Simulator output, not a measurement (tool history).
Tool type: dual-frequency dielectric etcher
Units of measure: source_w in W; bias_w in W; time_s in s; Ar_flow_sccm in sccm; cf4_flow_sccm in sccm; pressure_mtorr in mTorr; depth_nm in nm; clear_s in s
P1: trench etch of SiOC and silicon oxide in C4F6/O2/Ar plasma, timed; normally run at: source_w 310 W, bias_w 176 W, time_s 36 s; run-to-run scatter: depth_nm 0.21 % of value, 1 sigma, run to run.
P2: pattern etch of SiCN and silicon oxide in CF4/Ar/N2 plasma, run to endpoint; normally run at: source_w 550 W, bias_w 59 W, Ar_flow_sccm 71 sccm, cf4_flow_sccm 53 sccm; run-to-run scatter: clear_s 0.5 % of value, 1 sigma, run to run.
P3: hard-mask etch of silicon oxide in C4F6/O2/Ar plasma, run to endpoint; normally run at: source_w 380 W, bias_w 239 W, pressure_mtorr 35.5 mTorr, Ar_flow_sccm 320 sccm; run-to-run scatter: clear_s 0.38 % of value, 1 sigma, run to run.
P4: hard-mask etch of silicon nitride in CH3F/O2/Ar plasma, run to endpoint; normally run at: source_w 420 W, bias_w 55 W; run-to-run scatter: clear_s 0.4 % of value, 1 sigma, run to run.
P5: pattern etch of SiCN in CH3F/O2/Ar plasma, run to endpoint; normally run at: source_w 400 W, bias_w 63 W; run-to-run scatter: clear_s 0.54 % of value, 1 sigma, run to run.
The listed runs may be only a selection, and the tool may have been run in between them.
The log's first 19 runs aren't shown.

run	hour	process	source_w	bias_w	time_s	Ar_flow_sccm	cf4_flow_sccm	pressure_mtorr	depth_nm	clear_s
20	227.9	P1	310	176	27.5				47.494	
21	241.8	P1	400	176	36				68.257	
22	252.9	P5	400	63						28.89
23	267.6	P5	280	63						33.1
24	280.1	P1	310	210	28.5				51.849	
25	289	P1	310	231	36				67.693	
26	302.3	P3	510	239		320		35.5		48.629
27	316.6	P1	310	122	36				55.354	
28	324	P2	550	59		71	53			13.178
29	336.1	P1	210	176	36				53.314	
30	346.5	P3	380	140		320		35.5		64.604
31	362	P1	310	176	53.5				92.344	
32	375.2	P1	310	176	36				61.988	

The next listed run, before its measurement:
33	385.5	P1	310	176	36				?	

{"run 33": {"depth_nm": 62.403}}

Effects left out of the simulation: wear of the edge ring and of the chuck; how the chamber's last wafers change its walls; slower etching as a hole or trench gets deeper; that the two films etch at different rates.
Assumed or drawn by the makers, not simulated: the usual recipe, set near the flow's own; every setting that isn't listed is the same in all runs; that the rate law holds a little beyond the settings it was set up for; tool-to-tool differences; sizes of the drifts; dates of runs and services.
